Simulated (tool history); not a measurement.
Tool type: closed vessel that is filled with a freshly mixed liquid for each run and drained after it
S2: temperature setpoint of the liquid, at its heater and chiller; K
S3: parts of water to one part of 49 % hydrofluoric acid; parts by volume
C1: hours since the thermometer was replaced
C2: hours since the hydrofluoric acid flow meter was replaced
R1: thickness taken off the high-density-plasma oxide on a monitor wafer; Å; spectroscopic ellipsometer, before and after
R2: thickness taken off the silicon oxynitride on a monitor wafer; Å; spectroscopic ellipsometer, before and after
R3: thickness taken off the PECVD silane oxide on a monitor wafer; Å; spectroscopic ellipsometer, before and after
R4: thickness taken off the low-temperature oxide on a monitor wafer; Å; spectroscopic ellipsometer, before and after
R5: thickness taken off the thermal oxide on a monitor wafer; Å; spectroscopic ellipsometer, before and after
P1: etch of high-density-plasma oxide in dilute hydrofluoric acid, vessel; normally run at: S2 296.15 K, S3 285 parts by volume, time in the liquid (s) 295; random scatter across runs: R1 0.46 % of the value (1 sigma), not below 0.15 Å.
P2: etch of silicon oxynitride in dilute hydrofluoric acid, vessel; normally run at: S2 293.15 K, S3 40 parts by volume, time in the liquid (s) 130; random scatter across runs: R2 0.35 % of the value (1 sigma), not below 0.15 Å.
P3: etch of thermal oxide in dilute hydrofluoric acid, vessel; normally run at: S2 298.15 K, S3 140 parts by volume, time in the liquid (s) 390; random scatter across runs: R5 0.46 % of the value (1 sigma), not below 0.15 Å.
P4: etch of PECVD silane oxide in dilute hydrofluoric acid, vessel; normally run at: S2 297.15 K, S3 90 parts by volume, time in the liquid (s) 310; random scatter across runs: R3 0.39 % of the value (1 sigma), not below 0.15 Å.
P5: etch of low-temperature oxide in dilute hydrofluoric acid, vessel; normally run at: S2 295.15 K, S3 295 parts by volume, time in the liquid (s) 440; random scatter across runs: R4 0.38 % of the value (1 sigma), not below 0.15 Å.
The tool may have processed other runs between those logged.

Run 1, hour 13.7: process that ran P1, S2 296.15 K, S3 285 parts by volume, time in the liquid (s) 295; C1 1296.4; C2 728.9. Result: R1 49.354 Å.
Run 2, hour 26: process that ran P2, S2 293.15 K, S3 40 parts by volume, time in the liquid (s) 130; C1 1308.7; C2 741.2. Result: R2 61.768 Å.
Run 3, hour 39.4: process that ran P4, S2 305.15 K, S3 90 parts by volume, time in the liquid (s) 310; C1 1322.1; C2 754.6. Result: R3 838.15 Å.
Run 4, hour 53.1: process that ran P5, S2 295.15 K, S3 295 parts by volume, time in the liquid (s) 440; C1 1335.8; C2 768.3. Result: R4 286.47 Å.
Run 5, hour 60.1: process that ran P2, S2 290.15 K, S3 40 parts by volume, time in the liquid (s) 130; C1 1342.8; C2 775.3. Result: R2 52.529 Å.
Run 6, hour 68.3: process that ran P3, S2 292.65 K, S3 140 parts by volume, time in the liquid (s) 390; C1 1351; C2 783.5. Result: R5 106.33 Å.
Run 7, hour 74.8: process that ran P3, S2 298.15 K, S3 140 parts by volume, time in the liquid (s) 390; C1 1357.5; C2 790. Result: R5 131.65 Å.
Run 8, hour 85.5: process that ran P4, S2 297.15 K, S3 90 parts by volume, time in the liquid (s) 615; C1 1368.2; C2 800.7. Result: R3 1219.4 Å.
Run 9, hour 92: process that ran P5, S2 295.15 K, S3 460 parts by volume, time in the liquid (s) 440; C1 1374.7; C2 807.2. Result: R4 158.57 Å.
Run 10, hour 100.1: process that ran P1, S2 296.15 K, S3 285 parts by volume, time in the liquid (s) 575; C1 1382.8; C2 815.3. Result: R1 95.729 Å.
Run 11, hour 107.9: process that ran P4, S2 297.15 K, S3 140 parts by volume, time in the liquid (s) 310; C1 1390.6; C2 823.1. Result: R3 373.35 Å.
Run 12, hour 121: process that ran P4, S2 297.15 K, S3 90 parts by volume, time in the liquid (s) 310; C1 1403.7; C2 836.2. Result: R3 619.1 Å.
Run 13, hour 133.6: process that ran P1, S2 296.15 K, S3 100 parts by volume, time in the liquid (s) 70; C1 1416.3; C2 848.8. Result: R1 40.499 Å.
Run 14, hour 141.1: process that ran P1, S2 296.15 K, S3 285 parts by volume, time in the liquid (s) 295; C1 1423.8; C2 856.3. Result: R1 49.866 Å.
Run 15, hour 154.5: process that ran P3, S2 298.15 K, S3 140 parts by volume, time in the liquid (s) 390; C1 1437.2; C2 869.7. Result: R5 132.41 Å.
Run 16, hour 164.8: process that ran P2, S2 293.15 K, S3 40 parts by volume, time in the liquid (s) 260; C1 1447.5; C2 880. Result: R2 123.32 Å.
Run 17, hour 175.2: process that ran P4, S2 297.15 K, S3 90 parts by volume, time in the liquid (s) 310; C1 1457.9; C2 890.4. Result: R3 616.45 Å.
Run 18, hour 184.1: process that ran P1, S2 290.15 K, S3 285 parts by volume, time in the liquid (s) 295; C1 1466.8; C2 899.3. Result: R1 39.551 Å.
Run 19, hour 190.4: process that ran P5, S2 295.15 K, S3 295 parts by volume, time in the liquid (s) 160; C1 1473.1; C2 905.6. Result: R4 104.81 Å.
Run 20, hour 200.6: process that ran P3, S2 298.15 K, S3 140 parts by volume, time in the liquid (s) 745; C1 1483.3; C2 915.8. Result: R5 252.94 Å.
Run 21, hour 210.5: process that ran P1, S2 290.15 K, S3 285 parts by volume, time in the liquid (s) 30; C1 1493.2; C2 925.7. Result: R1 4.0433 Å.
Run 22, hour 216.5: process that ran P5, S2 295.15 K, S3 295 parts by volume, time in the liquid (s) 440; C1 1499.2; C2 931.7. Result: R4 286.63 Å.
Run 23, hour 230.1: process that ran P1, S2 300.65 K, S3 285 parts by volume, time in the liquid (s) 295; C1 1512.8; C2 945.3. Result: R1 57.538 Å.
Run 24, hour 239.4: process that ran P3, S2 298.15 K, S3 250 parts by volume, time in the liquid (s) 390; C1 1522.1; C2 954.6. Result: R5 64.741 Å.
Run 25, hour 250.6: process that ran P1, S2 296.15 K, S3 285 parts by volume, time in the liquid (s) 60; C1 1533.3; C2 965.8. Result: R1 10.096 Å.
Run 26, hour 261.4: process that ran P1, S2 296.15 K, S3 80 parts by volume, time in the liquid (s) 295; C1 1544.1; C2 976.6. Result: R1 217.17 Å.
Run 27, hour 269: process that ran P5, S2 290.15 K, S3 295 parts by volume, time in the liquid (s) 440; C1 1551.7; C2 984.2. Result: R4 238.96 Å.
Run 28, hour 275.7: process that ran P1, S2 296.15 K, S3 285 parts by volume, time in the liquid (s) 295; C1 1558.4; C2 990.9. Result: R1 48.963 Å.
Run 29, hour 288.4: process that ran P1, S2 296.15 K, S3 390 parts by volume, time in the liquid (s) 295; C1 1571.1; C2 1003.6. Result: R1 32.627 Å.
Run 30, hour 301.9: process that ran P2, S2 293.15 K, S3 20 parts by volume, time in the liquid (s) 130; C1 1584.6; C2 1017.1. Result: R2 124.12 Å.
Run 31, hour 311.8: process that ran P1, S2 296.15 K, S3 285 parts by volume, time in the liquid (s) 295; C1 1594.5; C2 1027. Result: R1 48.967 Å.
Run 32, hour 322.4: process that ran P1, S2 296.15 K, S3 285 parts by volume, time in the liquid (s) 295; C1 1605.1; C2 1037.6. Result: R1 49.113 Å.
Run 33, hour 333.3: process that ran P1, S2 296.15 K, S3 285 parts by volume, time in the liquid (s) 295; C1 1616; C2 1048.5. Result: R1 50.225 Å.
Run 34, hour 342.1: process that ran P1, S2 296.15 K, S3 285 parts by volume, time in the liquid (s) 295; C1 1624.8; C2 1057.3. Result: R1 50.541 Å.
Run 35, hour 355.3: process that ran P1, S2 296.15 K, S3 285 parts by volume, time in the liquid (s) 295; C1 1638; C2 1070.5. Result: R1 50.91 Å.
Run 36, hour 366.3: process that ran P1, S2 296.15 K, S3 285 parts by volume, time in the liquid (s) 295; C1 1649; C2 1081.5. Result: R1 50.825 Å.
Run 37, hour 375.3: process that ran P1, S2 296.15 K, S3 285 parts by volume, time in the liquid (s) 295; C1 1658; C2 1090.5. Result: R1 51.788 Å.
Run 38, hour 381.8: process that ran P1, S2 296.15 K, S3 285 parts by volume, time in the liquid (s) 295; C1 1664.5; C2 1097. Result: R1 51.294 Å.
Run 39, hour 395.2: process that ran P1, S2 296.15 K, S3 285 parts by volume, time in the liquid (s) 295; C1 1677.9; C2 1110.4. Result: R1 51.577 Å.
Run 40, hour 401.8: process that ran P1, S2 296.15 K, S3 285 parts by volume, time in the liquid (s) 295; C1 1684.5; C2 1117. Result: R1 51.622 Å.
Run 41, hour 408.7: process that ran P1, S2 296.15 K, S3 285 parts by volume, time in the liquid (s) 295; C1 1691.4; C2 1123.9. Result: R1 51.122 Å.
Run 42, hour 419.8: process that ran P1, S2 296.15 K, S3 285 parts by volume, time in the liquid (s) 295; C1 1702.5; C2 1135. Result: R1 51.055 Å.
Run 43, hour 427.8: process that ran P1, S2 296.15 K, S3 285 parts by volume, time in the liquid (s) 295; C1 1710.5; C2 1143. Result: R1 51.606 Å.

Something has made what P1 gives creep away from where it was; the 2 causes below, each at its own stated size, fit the log equally well:
A: liquid hotter than its thermometer reads (K) = 1.39
B: hydrofluoric acid flow above the setpoint (%) = 3.91
The process output started creeping at around hour 322.4.

The check runs listed below each take one wafer, and their results are still question marks. Under which run would the listed causes lead to clearly different results?
Run check 1, hour 435.8: process that ran P2, S2 293.15 K, S3 40 parts by volume, time in the liquid (s) 220. Result: R2 ?.
Run check 2, hour 435.8: process that ran P4, S2 304.65 K, S3 90 parts by volume, time in the liquid (s) 310. Result: R3 ?.
Run check 3, hour 435.8: process that ran P5, S2 290.15 K, S3 295 parts by volume, time in the liquid (s) 440. Result: R4 ?.
Run check 4, hour 435.8: process that ran P3, S2 298.15 K, S3 215 parts by volume, time in the liquid (s) 390. Result: R5 ?.

Outcome of each check run for each possible cause:
  check  result    if A    if B
check 1      R2  111.65  108.29
check 2      R3  867.39  860.41
check 3      R4  251.25  250.08
check 4      R5  82.764  82.535
Per check, the gap between the least separated pair of causes, taken in the result that splits them most: check 1 3.06 %; check 2 0.81 %; check 3 0.46 %; check 4 0.28 %
Check 1 tells the causes apart: in the others they would give nearly the same result.

The results of check 1 are: R2 108.74 Å. Based on these, which of the listed causes is it?

The correct cause is B, namely: hydrofluoric acid flow above the setpoint (%).

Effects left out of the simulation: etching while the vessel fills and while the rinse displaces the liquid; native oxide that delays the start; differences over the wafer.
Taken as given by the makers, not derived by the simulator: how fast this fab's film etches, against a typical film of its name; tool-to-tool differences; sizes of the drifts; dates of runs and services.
